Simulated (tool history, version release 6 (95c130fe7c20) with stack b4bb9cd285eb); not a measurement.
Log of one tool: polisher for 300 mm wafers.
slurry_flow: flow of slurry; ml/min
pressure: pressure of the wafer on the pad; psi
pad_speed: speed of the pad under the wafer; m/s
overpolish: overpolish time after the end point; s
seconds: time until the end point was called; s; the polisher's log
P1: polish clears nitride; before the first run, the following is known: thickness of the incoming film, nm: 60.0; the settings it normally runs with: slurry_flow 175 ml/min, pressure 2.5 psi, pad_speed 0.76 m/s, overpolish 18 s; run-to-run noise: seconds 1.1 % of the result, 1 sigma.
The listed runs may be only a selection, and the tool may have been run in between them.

run,hour,slurry_flow,pressure,pad_speed,overpolish,wafers polished on this pad,hours since the slurry nozzle was cleaned,hours since the head pressure was calibrated,seconds
1,3.1,175,2.5,0.76,18,522,60.7,628.6,96.891
2,5.6,175,2.5,0.76,18,538,63.2,631.1,95.768
3,8.0,175,2.5,0.76,18,553,65.6,633.5,97.539
4,11.1,175,2.5,1.20,18,573,68.7,636.6,61.030
5,13.0,175,2.5,0.76,32,585,70.6,638.5,97.978
6,15.2,175,2.5,0.76,8,598,72.8,640.7,96.621
# hour 16.1: head pressure recalibrated
7,18.5,240,2.5,0.76,18,619,76.1,2.5,92.845
8,21.9,175,1.1,0.76,18,641,79.5,5.9,221.440
9,25.4,175,4.0,0.76,18,663,83.0,9.4,60.018
10,27.7,105,2.5,0.76,18,677,85.3,11.7,106.260
11,30.3,175,2.5,0.76,18,694,87.9,14.3,96.315
12,34.0,175,2.5,1.12,31,717,91.6,18.0,64.949
13,36.8,225,2.5,1.00,18,735,94.4,20.8,69.891
14,40.8,175,2.5,0.76,18,760,98.4,24.8,97.367
15,44.4,175,2.5,0.76,18,783,102.0,28.4,95.329
16,48.2,175,2.5,0.40,18,807,105.8,32.2,184.850

Run 17 has not been measured yet. What should we expect?
17,51.5,175,2.5,0.76,18,828,109.1,35.5,?

Run 17 yielded seconds 97.026 s.
